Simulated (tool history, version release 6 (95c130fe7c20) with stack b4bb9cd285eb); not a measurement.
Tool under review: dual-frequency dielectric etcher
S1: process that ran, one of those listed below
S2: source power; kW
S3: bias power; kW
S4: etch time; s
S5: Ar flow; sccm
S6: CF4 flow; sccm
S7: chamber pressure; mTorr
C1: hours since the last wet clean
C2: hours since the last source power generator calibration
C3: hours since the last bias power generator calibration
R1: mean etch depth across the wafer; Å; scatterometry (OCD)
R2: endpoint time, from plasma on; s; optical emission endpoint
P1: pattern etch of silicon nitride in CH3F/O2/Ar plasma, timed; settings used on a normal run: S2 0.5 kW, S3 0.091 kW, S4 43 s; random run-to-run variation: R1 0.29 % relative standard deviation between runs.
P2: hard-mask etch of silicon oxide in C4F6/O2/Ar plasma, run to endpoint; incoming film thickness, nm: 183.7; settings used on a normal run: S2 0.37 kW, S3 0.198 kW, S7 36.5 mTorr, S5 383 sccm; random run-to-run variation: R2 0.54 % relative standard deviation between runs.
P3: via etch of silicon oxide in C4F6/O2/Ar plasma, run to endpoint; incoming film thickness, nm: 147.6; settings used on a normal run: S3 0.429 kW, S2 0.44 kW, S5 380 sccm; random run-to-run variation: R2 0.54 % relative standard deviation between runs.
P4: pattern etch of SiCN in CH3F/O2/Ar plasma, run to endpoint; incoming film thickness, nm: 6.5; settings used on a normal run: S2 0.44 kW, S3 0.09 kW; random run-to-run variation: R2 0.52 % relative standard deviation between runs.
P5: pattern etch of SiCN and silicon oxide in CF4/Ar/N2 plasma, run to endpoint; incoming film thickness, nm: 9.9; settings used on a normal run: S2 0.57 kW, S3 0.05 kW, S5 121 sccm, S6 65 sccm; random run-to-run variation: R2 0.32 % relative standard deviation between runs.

run 1 hour=5.8 | S1=P1 S2=0.5 S3=0.091 S4=43 | C1=169.2 C2=1933.1 C3=596.6 | R1=351.79
run 2 hour=11.6 | S1=P5 S2=0.79 S3=0.05 S5=121 S6=65 | C1=175 C2=1938.9 C3=602.4 | R2=8.3848
run 3 hour=18.1 | S1=P3 S2=0.44 S3=0.429 S5=380 | C1=181.5 C2=1945.4 C3=608.9 | R2=34.321
run 4 hour=25 | S1=P3 S2=0.44 S3=0.294 S5=380 | C1=188.4 C2=1952.3 C3=615.8 | R2=39.043
run 5 hour=33.1 | S1=P2 S2=0.26 S3=0.198 S5=383 S7=36.5 | C1=196.5 C2=1960.4 C3=623.9 | R2=70.044
run 6 hour=43.2 | S1=P1 S2=0.5 S3=0.124 S4=43 | C1=206.6 C2=1970.5 C3=634 | R1=395.89
run 7 hour=55.6 | S1=P1 S2=0.67 S3=0.091 S4=43 | C1=219 C2=1982.9 C3=646.4 | R1=392.27
run 8 hour=61.1 | S1=P1 S2=0.5 S3=0.091 S4=23.5 | C1=224.5 C2=1988.4 C3=651.9 | R1=192.64
run 9 hour=71.5 | S1=P5 S2=0.57 S3=0.05 S5=121 S6=80 | C1=234.9 C2=1998.8 C3=662.3 | R2=10.803
run 10 hour=82.8 | S1=P3 S2=0.44 S3=0.429 S5=258 | C1=246.2 C2=2010.1 C3=673.6 | R2=32.868
run 11 hour=88.3 | S1=P1 S2=0.5 S3=0.091 S4=43 | C1=251.7 C2=2015.6 C3=679.1 | R1=352.14
run 12 hour=98.9 | S1=P2 S2=0.37 S3=0.198 S5=465 S7=36.5 | C1=262.3 C2=2026.2 C3=689.7 | R2=62.424
run 13 hour=109.2 | S1=P4 S2=0.44 S3=0.118 | C1=272.6 C2=2036.5 C3=700 | R2=14.023
run 14 hour=116.1 | S1=P4 S2=0.44 S3=0.09 | C1=279.5 C2=2043.4 C3=706.9 | R2=15.505
run 15 hour=122.9 | S1=P3 S2=0.35 S3=0.429 S5=380 | C1=286.3 C2=2050.2 C3=713.7 | R2=37.167
run 16 hour=129.5 | S1=P1 S2=0.5 S3=0.091 S4=43 | C1=292.9 C2=2056.8 C3=720.3 | R1=352.32
run 17 hour=136.5 | S1=P5 S2=0.57 S3=0.05 S5=82 S6=65 | C1=299.9 C2=2063.8 C3=727.3 | R2=10.456
run 18 hour=146.9 | S1=P4 S2=0.58 S3=0.09 | C1=310.3 C2=2074.2 C3=737.7 | R2=13.918
run 19 hour=158.1 | S1=P2 S2=0.37 S3=0.12 S5=383 S7=36.5 | C1=321.5 C2=2085.4 C3=748.9 | R2=71.55
run 20 hour=168.6 | S1=P1 S2=0.68 S3=0.091 S4=52 | C1=332 C2=2095.9 C3=759.4 | R1=477.31
run 21 hour=177.1 | S1=P2 S2=0.37 S3=0.198 S5=383 S7=44 | C1=340.5 C2=2104.4 C3=767.9 | R2=62.437
run 22 hour=183.7 | S1=P3 S2=0.44 S3=0.429 S5=380 | C1=347.1 C2=2111 C3=774.5 | R2=34.196
run 23 hour=191.3 | S1=P1 S2=0.34 S3=0.091 S4=43 | C1=354.7 C2=2118.6 C3=782.1 | R1=304.28
run 24 hour=200.8 | S1=P5 S2=0.57 S3=0.05 S5=121 S6=65 | C1=364.2 C2=2128.1 C3=791.6 | R2=11.24
run 25 hour=210.4 | S1=P2 S2=0.37 S3=0.198 S5=383 S7=36.5 | C1=373.8 C2=2137.7 C3=801.2 | R2=61.174
run 26 hour=220.9 | S1=P5 S2=0.57 S3=0.068 S5=121 S6=65 | C1=384.3 C2=2148.2 C3=811.7 | R2=10.202
run 27 hour=232.8 | S1=P1 S2=0.5 S3=0.074 S4=43 | C1=396.2 C2=2160.1 C3=823.6 | R1=328.66
run 28 hour=240.1 | S1=P1 S2=0.5 S3=0.091 S4=43 | C1=403.5 C2=2167.4 C3=830.9 | R1=353.29
run 29 hour=250.8 | S1=P1 S2=0.5 S3=0.091 S4=61 | C1=414.2 C2=2178.1 C3=841.6 | R1=498.32
run 30 hour=258.6 | S1=P1 S2=0.5 S3=0.091 S4=43 | C1=422 C2=2185.9 C3=849.4 | R1=351.07
run 31 hour=270.6 | S1=P1 S2=0.5 S3=0.091 S4=43 | C1=434 C2=2197.9 C3=861.4 | R1=352.16
run 32 hour=279.1 | S1=P1 S2=0.5 S3=0.091 S4=43 | C1=442.5 C2=2206.4 C3=869.9 | R1=356.54
run 33 hour=285.7 | S1=P1 S2=0.5 S3=0.091 S4=43 | C1=449.1 C2=2213 C3=876.5 | R1=353.28
run 34 hour=293.8 | S1=P1 S2=0.5 S3=0.091 S4=43 | C1=457.2 C2=2221.1 C3=884.6 | R1=356.86
run 35 hour=305.9 | S1=P1 S2=0.5 S3=0.091 S4=43 | C1=469.3 C2=2233.2 C3=896.7 | R1=357.08
-- hour=308.9 wet clean of the chamber
run 36 hour=316 | S1=P1 S2=0.5 S3=0.091 S4=43 | C1=7.2 C2=2243.3 C3=906.8 | R1=355.25
run 37 hour=327.9 | S1=P1 S2=0.5 S3=0.091 S4=43 | C1=19.1 C2=2255.2 C3=918.7 | R1=356.52
run 38 hour=337.6 | S1=P1 S2=0.5 S3=0.091 S4=43 | C1=28.8 C2=2264.9 C3=928.4 | R1=357.47
run 39 hour=349.8 | S1=P1 S2=0.5 S3=0.091 S4=43 | C1=41 C2=2277.1 C3=940.6 | R1=357.08
run 40 hour=360.6 | S1=P1 S2=0.5 S3=0.091 S4=43 | C1=51.8 C2=2287.9 C3=951.4 | R1=357.91

P1 has crept away from where it was. The log is fitted equally well by each of these 2 causes, at the sizes shown:
A: source power that arrives over what is set, % = 3.98
B: bias power that arrives over what is set, % = 4.2
The creep began at about hour 258.6.
What rules out each remaining cause:
chamber walls in a state that raises the etch rate, %: serviced after onset, at hour 308.9, with no recovery of the prior output

Question marks stand in for the results of the 4 check runs listed below, each run on one wafer. Under which run would the listed causes show clearly different results?
run check 1 hour=371.4 | S1=P4 S2=0.57 S3=0.09 | R2=?
run check 2 hour=371.4 | S1=P2 S2=0.31 S3=0.124 S5=383 S7=36.5 | R2=?
run check 3 hour=371.4 | S1=P3 S2=0.44 S3=0.306 S5=380 | R2=?
run check 4 hour=371.4 | S1=P5 S2=0.74 S3=0.05 S5=121 S6=74 | R2=?

Outcome of each check run for each possible cause:
check=check_1 result=R2 if_A=13.877 if_B=13.872
check=check_2 result=R2 if_A=74.805 if_B=75.049
check=check_3 result=R2 if_A=37.974 if_B=37.996
check=check_4 result=R2 if_A=8.3801 if_B=8.5698
Gap, in per cent, between the two causes that each check separates least, read from the result that separates them most: check 1 0.03 %; check 2 0.32 %; check 3 0.06 %; check 4 2.24 %
Only in check 4 would the causes give clearly different results; in the remaining checks their results would be nearly the same.

With check 4 done, the readings were: R2 8.3457 s. Identify which of the listed causes applies.

It was cause A: source power that arrives over what is set, %.
